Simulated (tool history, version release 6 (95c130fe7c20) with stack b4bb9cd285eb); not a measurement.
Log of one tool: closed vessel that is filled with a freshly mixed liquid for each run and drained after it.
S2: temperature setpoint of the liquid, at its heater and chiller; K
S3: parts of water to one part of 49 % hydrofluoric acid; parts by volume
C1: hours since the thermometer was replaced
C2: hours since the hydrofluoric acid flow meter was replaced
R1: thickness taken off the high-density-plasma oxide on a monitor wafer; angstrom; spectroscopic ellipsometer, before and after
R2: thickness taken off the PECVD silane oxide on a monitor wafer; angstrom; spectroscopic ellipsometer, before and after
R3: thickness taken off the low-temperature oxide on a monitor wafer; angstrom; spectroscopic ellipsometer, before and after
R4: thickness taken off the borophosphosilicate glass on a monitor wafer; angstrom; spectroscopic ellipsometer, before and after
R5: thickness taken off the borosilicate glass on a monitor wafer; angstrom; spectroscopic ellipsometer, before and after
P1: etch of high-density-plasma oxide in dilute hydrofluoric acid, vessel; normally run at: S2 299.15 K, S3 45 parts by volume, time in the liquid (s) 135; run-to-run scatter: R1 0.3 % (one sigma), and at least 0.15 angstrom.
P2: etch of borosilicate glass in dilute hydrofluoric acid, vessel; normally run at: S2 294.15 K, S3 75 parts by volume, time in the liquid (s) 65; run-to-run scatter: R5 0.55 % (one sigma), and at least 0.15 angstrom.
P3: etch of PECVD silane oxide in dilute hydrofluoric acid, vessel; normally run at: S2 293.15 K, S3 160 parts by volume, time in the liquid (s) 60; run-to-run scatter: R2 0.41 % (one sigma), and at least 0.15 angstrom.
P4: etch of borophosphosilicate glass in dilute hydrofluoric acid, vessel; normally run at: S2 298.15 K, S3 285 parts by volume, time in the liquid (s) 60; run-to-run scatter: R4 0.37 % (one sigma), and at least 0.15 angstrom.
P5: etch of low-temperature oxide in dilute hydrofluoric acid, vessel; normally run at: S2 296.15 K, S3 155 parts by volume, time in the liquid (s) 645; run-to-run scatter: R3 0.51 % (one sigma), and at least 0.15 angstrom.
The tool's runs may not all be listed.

{"run": 1, "hour": 8.5, "process that ran": "P1", "S2": 299.15, "S3": 45, "time in the liquid (s)": 135, "C1": 452.6, "C2": 1001.6, "R1": 208.74}
{"run": 2, "hour": 22.1, "process that ran": "P1", "S2": 292.65, "S3": 65, "time in the liquid (s)": 135, "C1": 466.2, "C2": 1015.2, "R1": 107.91}
{"run": 3, "hour": 32.9, "process that ran": "P3", "S2": 293.15, "S3": 160, "time in the liquid (s)": 60, "C1": 477.0, "C2": 1026.0, "R2": 89.076}
{"run": 4, "hour": 51.8, "process that ran": "P1", "S2": 299.15, "S3": 20, "time in the liquid (s)": 135, "C1": 495.9, "C2": 1044.9, "R1": 486.55}
{"run": 5, "hour": 70.9, "process that ran": "P1", "S2": 299.15, "S3": 45, "time in the liquid (s)": 270, "C1": 515.0, "C2": 1064.0, "R1": 421.47}
{"run": 6, "hour": 82.4, "process that ran": "P5", "S2": 296.15, "S3": 155, "time in the liquid (s)": 645, "C1": 526.5, "C2": 1075.5, "R3": 499.59}
{"run": 7, "hour": 100.7, "process that ran": "P1", "S2": 299.15, "S3": 45, "time in the liquid (s)": 135, "C1": 544.8, "C2": 1093.8, "R1": 209.54}
{"run": 8, "hour": 117.7, "process that ran": "P1", "S2": 299.15, "S3": 45, "time in the liquid (s)": 135, "C1": 561.8, "C2": 1110.8, "R1": 208.05}
{"run": 9, "hour": 129.2, "process that ran": "P4", "S2": 298.15, "S3": 285, "time in the liquid (s)": 30, "C1": 573.3, "C2": 1122.3, "R4": 77.23}
{"run": 10, "hour": 147.5, "process that ran": "P5", "S2": 296.15, "S3": 155, "time in the liquid (s)": 255, "C1": 591.6, "C2": 1140.6, "R3": 198.54}
{"run": 11, "hour": 159.3, "process that ran": "P1", "S2": 299.15, "S3": 45, "time in the liquid (s)": 65, "C1": 603.4, "C2": 1152.4, "R1": 100.94}
{"run": 12, "hour": 172.5, "process that ran": "P2", "S2": 294.15, "S3": 75, "time in the liquid (s)": 110, "C1": 616.6, "C2": 1165.6, "R5": 493.13}
{"run": 13, "hour": 187.3, "process that ran": "P2", "S2": 294.15, "S3": 75, "time in the liquid (s)": 65, "C1": 631.4, "C2": 1180.4, "R5": 292.48}
{"run": 14, "hour": 203.1, "process that ran": "P5", "S2": 296.15, "S3": 65, "time in the liquid (s)": 645, "C1": 647.2, "C2": 1196.2, "R3": 1324.3}
{"run": 15, "hour": 215.6, "process that ran": "P3", "S2": 293.15, "S3": 160, "time in the liquid (s)": 105, "C1": 659.7, "C2": 1208.7, "R2": 155.25}
{"run": 16, "hour": 231.9, "process that ran": "P4", "S2": 298.15, "S3": 285, "time in the liquid (s)": 60, "C1": 676.0, "C2": 1225.0, "R4": 155.18}
{"run": 17, "hour": 247.1, "process that ran": "P3", "S2": 293.15, "S3": 295, "time in the liquid (s)": 60, "C1": 691.2, "C2": 1240.2, "R2": 42.162}
{"run": 18, "hour": 259.4, "process that ran": "P1", "S2": 299.15, "S3": 45, "time in the liquid (s)": 135, "C1": 703.5, "C2": 1252.5, "R1": 210.29}
{"run": 19, "hour": 278.1, "process that ran": "P4", "S2": 298.15, "S3": 175, "time in the liquid (s)": 60, "C1": 722.2, "C2": 1271.2, "R4": 281.9}
{"run": 20, "hour": 289.1, "process that ran": "P1", "S2": 299.15, "S3": 45, "time in the liquid (s)": 135, "C1": 733.2, "C2": 1282.2, "R1": 209.64}
{"run": 21, "hour": 301.4, "process that ran": "P5", "S2": 296.15, "S3": 155, "time in the liquid (s)": 645, "C1": 745.5, "C2": 1294.5, "R3": 497.57}
{"run": 22, "hour": 313.2, "process that ran": "P5", "S2": 300.15, "S3": 155, "time in the liquid (s)": 645, "C1": 757.3, "C2": 1306.3, "R3": 580.56}
{"run": 23, "hour": 331.7, "process that ran": "P2", "S2": 290.15, "S3": 75, "time in the liquid (s)": 65, "C1": 775.8, "C2": 1324.8, "R5": 245.52}
{"run": 24, "hour": 350.0, "process that ran": "P1", "S2": 299.15, "S3": 45, "time in the liquid (s)": 135, "C1": 794.1, "C2": 1343.1, "R1": 209.07}
{"run": 25, "hour": 369.2, "process that ran": "P1", "S2": 293.15, "S3": 45, "time in the liquid (s)": 135, "C1": 813.3, "C2": 1362.3, "R1": 164.08}
{"run": 26, "hour": 377.9, "process that ran": "P3", "S2": 293.15, "S3": 160, "time in the liquid (s)": 60, "C1": 822.0, "C2": 1371.0, "R2": 88.071}
{"run": 27, "hour": 388.9, "process that ran": "P4", "S2": 293.65, "S3": 285, "time in the liquid (s)": 60, "C1": 833.0, "C2": 1382.0, "R4": 131.36}
{"run": 28, "hour": 398.6, "process that ran": "P2", "S2": 294.15, "S3": 40, "time in the liquid (s)": 65, "C1": 842.7, "C2": 1391.7, "R5": 567.65}
{"run": 29, "hour": 416.0, "process that ran": "P3", "S2": 290.15, "S3": 160, "time in the liquid (s)": 60, "C1": 860.1, "C2": 1409.1, "R2": 78.902}
{"run": 30, "hour": 434.7, "process that ran": "P1", "S2": 299.15, "S3": 65, "time in the liquid (s)": 135, "C1": 878.8, "C2": 1427.8, "R1": 140.12}
{"run": 31, "hour": 446.6, "process that ran": "P1", "S2": 304.65, "S3": 45, "time in the liquid (s)": 135, "C1": 890.7, "C2": 1439.7, "R1": 259.98}
{"run": 32, "hour": 463.3, "process that ran": "P1", "S2": 299.15, "S3": 45, "time in the liquid (s)": 135, "C1": 907.4, "C2": 1456.4, "R1": 210.22}
{"run": 33, "hour": 475.7, "process that ran": "P1", "S2": 299.15, "S3": 45, "time in the liquid (s)": 135, "C1": 919.8, "C2": 1468.8, "R1": 204.77}
{"run": 34, "hour": 491.7, "process that ran": "P1", "S2": 299.15, "S3": 45, "time in the liquid (s)": 135, "C1": 935.8, "C2": 1484.8, "R1": 197.84}
{"run": 35, "hour": 508.7, "process that ran": "P1", "S2": 299.15, "S3": 45, "time in the liquid (s)": 135, "C1": 952.8, "C2": 1501.8, "R1": 194.81}
{"run": 36, "hour": 519.5, "process that ran": "P1", "S2": 299.15, "S3": 45, "time in the liquid (s)": 135, "C1": 963.6, "C2": 1512.6, "R1": 192.91}
{"run": 37, "hour": 537.8, "process that ran": "P1", "S2": 299.15, "S3": 45, "time in the liquid (s)": 135, "C1": 981.9, "C2": 1530.9, "R1": 191.33}
{"run": 38, "hour": 548.6, "process that ran": "P1", "S2": 299.15, "S3": 45, "time in the liquid (s)": 135, "C1": 992.7, "C2": 1541.7, "R1": 190.73}
{"run": 39, "hour": 559.2, "process that ran": "P1", "S2": 299.15, "S3": 45, "time in the liquid (s)": 135, "C1": 1003.3, "C2": 1552.3, "R1": 189.46}
{"run": 40, "hour": 576.8, "process that ran": "P1", "S2": 299.15, "S3": 45, "time in the liquid (s)": 135, "C1": 1020.9, "C2": 1569.9, "R1": 189.73}
{"run": 41, "hour": 587.1, "process that ran": "P1", "S2": 299.15, "S3": 45, "time in the liquid (s)": 135, "C1": 1031.2, "C2": 1580.2, "R1": 189.93}
{"run": 42, "hour": 600.5, "process that ran": "P1", "S2": 299.15, "S3": 45, "time in the liquid (s)": 135, "C1": 1044.6, "C2": 1593.6, "R1": 188.92}

What P1 gives has crept away from where it was. These 2 causes fit the log equally well, each at the size given:
A: hydrofluoric acid flow below the setpoint (%) = 8.95
B: liquid colder than its thermometer reads (K) = 2.44
The creep began at about hour 463.3.

4 check runs are offered, one wafer each, their results left as question marks. Which one tells the causes apart?
{"run": "check 1", "hour": 613.9, "process that ran": "P5", "S2": 296.15, "S3": 80, "time in the liquid (s)": 645, "R3": "?"}
{"run": "check 2", "hour": 613.9, "process that ran": "P3", "S2": 290.15, "S3": 160, "time in the liquid (s)": 90, "R2": "?"}
{"run": "check 3", "hour": 613.9, "process that ran": "P4", "S2": 298.15, "S3": 285, "time in the liquid (s)": 30, "R4": "?"}
{"run": "check 4", "hour": 613.9, "process that ran": "P2", "S2": 294.15, "S3": 45, "time in the liquid (s)": 65, "R5": "?"}

What each check would give under each cause:
check=check_1 result=R3 if_A=953.00 if_B=956.23
check=check_2 result=R2 if_A=105.540 if_B=106.390
check=check_3 result=R4 if_A=68.227 if_B=70.718
check=check_4 result=R5 if_A=455.20 if_B=452.91
How far apart the two closest causes lie, in the result that separates them most: check 1 0.34 %; check 2 0.8 %; check 3 3.59 %; check 4 0.5 %
Check 3 tells the causes apart: in the others they would give nearly the same result.

Then check 3 was run and gave: R4 71.077 angstrom. Which cause is it?

It is B: liquid colder than its thermometer reads (K).

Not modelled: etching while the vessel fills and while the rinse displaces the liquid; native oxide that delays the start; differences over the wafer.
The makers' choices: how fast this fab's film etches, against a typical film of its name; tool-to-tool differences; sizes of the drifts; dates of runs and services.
